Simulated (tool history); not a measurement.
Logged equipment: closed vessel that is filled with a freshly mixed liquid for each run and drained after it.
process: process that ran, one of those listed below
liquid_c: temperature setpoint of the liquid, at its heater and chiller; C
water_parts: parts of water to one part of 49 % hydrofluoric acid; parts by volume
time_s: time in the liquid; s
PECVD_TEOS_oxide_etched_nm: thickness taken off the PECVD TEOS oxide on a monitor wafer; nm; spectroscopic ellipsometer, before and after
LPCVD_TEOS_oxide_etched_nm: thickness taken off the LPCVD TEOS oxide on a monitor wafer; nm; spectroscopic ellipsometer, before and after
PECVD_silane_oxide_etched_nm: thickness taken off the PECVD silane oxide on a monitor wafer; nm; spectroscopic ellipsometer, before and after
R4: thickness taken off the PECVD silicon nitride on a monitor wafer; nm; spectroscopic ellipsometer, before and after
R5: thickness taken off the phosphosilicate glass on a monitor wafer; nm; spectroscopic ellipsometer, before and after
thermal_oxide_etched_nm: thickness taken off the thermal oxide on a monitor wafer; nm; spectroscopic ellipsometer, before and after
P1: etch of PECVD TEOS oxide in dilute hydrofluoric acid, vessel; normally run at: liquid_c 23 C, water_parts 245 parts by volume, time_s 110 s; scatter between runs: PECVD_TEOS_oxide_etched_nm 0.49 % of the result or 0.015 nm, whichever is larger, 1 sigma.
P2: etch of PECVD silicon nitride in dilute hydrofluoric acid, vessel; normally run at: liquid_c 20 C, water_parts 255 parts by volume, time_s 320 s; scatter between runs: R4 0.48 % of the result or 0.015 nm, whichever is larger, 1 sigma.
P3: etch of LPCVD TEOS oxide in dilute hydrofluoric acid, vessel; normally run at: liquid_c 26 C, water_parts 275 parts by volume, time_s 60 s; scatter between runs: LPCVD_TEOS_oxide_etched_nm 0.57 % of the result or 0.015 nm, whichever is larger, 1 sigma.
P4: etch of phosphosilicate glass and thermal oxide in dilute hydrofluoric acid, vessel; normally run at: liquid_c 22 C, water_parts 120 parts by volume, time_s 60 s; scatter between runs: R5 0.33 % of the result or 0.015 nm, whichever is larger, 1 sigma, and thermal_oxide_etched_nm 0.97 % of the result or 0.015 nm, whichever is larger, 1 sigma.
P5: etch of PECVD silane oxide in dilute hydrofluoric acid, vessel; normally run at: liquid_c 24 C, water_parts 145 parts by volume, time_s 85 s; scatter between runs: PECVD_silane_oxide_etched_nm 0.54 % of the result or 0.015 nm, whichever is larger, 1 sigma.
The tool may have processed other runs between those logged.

run 1 day=0.317 | process=P1 liquid_c=23 water_parts=245 time_s=110 | PECVD_TEOS_oxide_etched_nm=5.6091
run 2 day=0.562 | process=P1 liquid_c=23 water_parts=245 time_s=30 | PECVD_TEOS_oxide_etched_nm=1.498
run 3 day=1.029 | process=P3 liquid_c=21.5 water_parts=275 time_s=60 | LPCVD_TEOS_oxide_etched_nm=4.0705
run 4 day=1.4 | process=P5 liquid_c=24 water_parts=145 time_s=85 | PECVD_silane_oxide_etched_nm=16.556
run 5 day=1.879 | process=P1 liquid_c=23 water_parts=245 time_s=110 | PECVD_TEOS_oxide_etched_nm=5.5712
run 6 day=2.179 | process=P1 liquid_c=23 water_parts=85 time_s=110 | PECVD_TEOS_oxide_etched_nm=18.885
run 7 day=2.504 | process=P1 liquid_c=23 water_parts=245 time_s=110 | PECVD_TEOS_oxide_etched_nm=5.5452
run 8 day=2.958 | process=P2 liquid_c=20 water_parts=255 time_s=630 | R4=11.097
run 9 day=3.408 | process=P4 liquid_c=22 water_parts=70 time_s=60 | R5=76.892 thermal_oxide_etched_nm=4.1492
run 10 day=3.729 | process=P2 liquid_c=24 water_parts=255 time_s=320 | R4=7.1671
run 11 day=4.121 | process=P4 liquid_c=22 water_parts=120 time_s=60 | R5=42.135 thermal_oxide_etched_nm=2.2277
run 12 day=4.388 | process=P3 liquid_c=26 water_parts=455 time_s=60 | LPCVD_TEOS_oxide_etched_nm=2.4097
run 13 day=4.75 | process=P3 liquid_c=26 water_parts=275 time_s=60 | LPCVD_TEOS_oxide_etched_nm=4.7451
run 14 day=5.108 | process=P1 liquid_c=23 water_parts=405 time_s=110 | PECVD_TEOS_oxide_etched_nm=2.8642
run 15 day=5.496 | process=P1 liquid_c=23 water_parts=245 time_s=110 | PECVD_TEOS_oxide_etched_nm=5.5051
run 16 day=5.988 | process=P1 liquid_c=17 water_parts=90 time_s=110 | PECVD_TEOS_oxide_etched_nm=13.914
run 17 day=6.433 | process=P5 liquid_c=24 water_parts=145 time_s=30 | PECVD_silane_oxide_etched_nm=5.7878
run 18 day=6.892 | process=P2 liquid_c=20 water_parts=65 time_s=320 | R4=21.161
run 19 day=7.329 | process=P1 liquid_c=18.5 water_parts=245 time_s=110 | PECVD_TEOS_oxide_etched_nm=4.7115
run 20 day=7.617 | process=P2 liquid_c=20 water_parts=255 time_s=320 | R4=5.5865
run 21 day=8.075 | process=P4 liquid_c=22 water_parts=120 time_s=60 | R5=41.958 thermal_oxide_etched_nm=2.1998
run 22 day=8.429 | process=P1 liquid_c=23 water_parts=245 time_s=205 | PECVD_TEOS_oxide_etched_nm=10.222
run 23 day=8.717 | process=P1 liquid_c=28 water_parts=245 time_s=110 | PECVD_TEOS_oxide_etched_nm=6.6123
run 24 day=9.033 | process=P5 liquid_c=19 water_parts=145 time_s=85 | PECVD_silane_oxide_etched_nm=13.625
run 25 day=9.329 | process=P4 liquid_c=27 water_parts=120 time_s=60 | R5=50.989 thermal_oxide_etched_nm=2.7152
run 26 day=9.821 | process=P3 liquid_c=26 water_parts=275 time_s=60 | LPCVD_TEOS_oxide_etched_nm=4.7711
run 27 day=10.196 | process=P1 liquid_c=23 water_parts=245 time_s=110 | PECVD_TEOS_oxide_etched_nm=5.5638
run 28 day=10.638 | process=P5 liquid_c=24 water_parts=255 time_s=85 | PECVD_silane_oxide_etched_nm=8.3549
run 29 day=10.938 | process=P1 liquid_c=23 water_parts=245 time_s=110 | PECVD_TEOS_oxide_etched_nm=5.576
run 30 day=11.412 | process=P5 liquid_c=24 water_parts=145 time_s=85 | PECVD_silane_oxide_etched_nm=16.529
run 31 day=11.829 | process=P4 liquid_c=22 water_parts=120 time_s=120 | R5=84.514 thermal_oxide_etched_nm=4.5281
run 32 day=12.112 | process=P3 liquid_c=26 water_parts=275 time_s=120 | LPCVD_TEOS_oxide_etched_nm=9.5082
run 33 day=12.362 | process=P1 liquid_c=23 water_parts=245 time_s=110 | PECVD_TEOS_oxide_etched_nm=5.5704
run 34 day=12.604 | process=P1 liquid_c=23 water_parts=245 time_s=110 | PECVD_TEOS_oxide_etched_nm=5.598
run 35 day=12.842 | process=P1 liquid_c=23 water_parts=245 time_s=110 | PECVD_TEOS_oxide_etched_nm=5.6616
run 36 day=13.254 | process=P1 liquid_c=23 water_parts=245 time_s=110 | PECVD_TEOS_oxide_etched_nm=5.7399
run 37 day=13.646 | process=P1 liquid_c=23 water_parts=245 time_s=110 | PECVD_TEOS_oxide_etched_nm=5.772
run 38 day=14.075 | process=P1 liquid_c=23 water_parts=245 time_s=110 | PECVD_TEOS_oxide_etched_nm=5.847
run 39 day=14.471 | process=P1 liquid_c=23 water_parts=245 time_s=110 | PECVD_TEOS_oxide_etched_nm=5.8194
run 40 day=14.738 | process=P1 liquid_c=23 water_parts=245 time_s=110 | PECVD_TEOS_oxide_etched_nm=5.8597
run 41 day=15.142 | process=P1 liquid_c=23 water_parts=245 time_s=110 | PECVD_TEOS_oxide_etched_nm=5.8762
run 42 day=15.575 | process=P1 liquid_c=23 water_parts=245 time_s=110 | PECVD_TEOS_oxide_etched_nm=5.8922
run 43 day=16.029 | process=P1 liquid_c=23 water_parts=245 time_s=110 | PECVD_TEOS_oxide_etched_nm=5.8061

P1 has crept away from where it was. The log is fitted equally well by each of these 2 causes, at the sizes shown:
A: liquid hotter than its thermometer reads (K) = 1.58
B: hydrofluoric acid flow above the setpoint (%) = 4.68
Creep in the process output first set in at about day 12.362.

Of the 4 check runs listed below, each run on one wafer and each result written as a question mark, which would let you distinguish the listed causes because they would give clearly different results?
run check 1 day=16.483 | process=P2 liquid_c=20 water_parts=165 time_s=320 | R4=?
run check 2 day=16.483 | process=P4 liquid_c=26.5 water_parts=120 time_s=115 | R5=? thermal_oxide_etched_nm=?
run check 3 day=16.483 | process=P3 liquid_c=26 water_parts=430 time_s=60 | LPCVD_TEOS_oxide_etched_nm=?
run check 4 day=16.483 | process=P5 liquid_c=21 water_parts=215 time_s=85 | PECVD_silane_oxide_etched_nm=?

How each check would come out, cause by cause:
check=check_1 result=R4 if_A=9.4585 if_B=8.9103
check=check_2 result=R5 if_A=102.43 if_B=101.68
check=check_2 result=thermal_oxide_etched_nm if_A=5.4393 if_B=5.3998
check=check_3 result=LPCVD_TEOS_oxide_etched_nm if_A=2.7399 if_B=2.779
check=check_4 result=PECVD_silane_oxide_etched_nm if_A=9.7896 if_B=9.7504
How far apart the two closest causes lie, in the result that separates them most: check 1 5.97 %; check 2 0.73 %; check 3 1.42 %; check 4 0.4 %
The causes can be told apart only by check 1. The other checks would give nearly the same results under each of them.

Check 1 was carried out, with these results: R4 9.461 nm. Which of the listed causes is responsible?

The cause is A: liquid hotter than its thermometer reads (K).
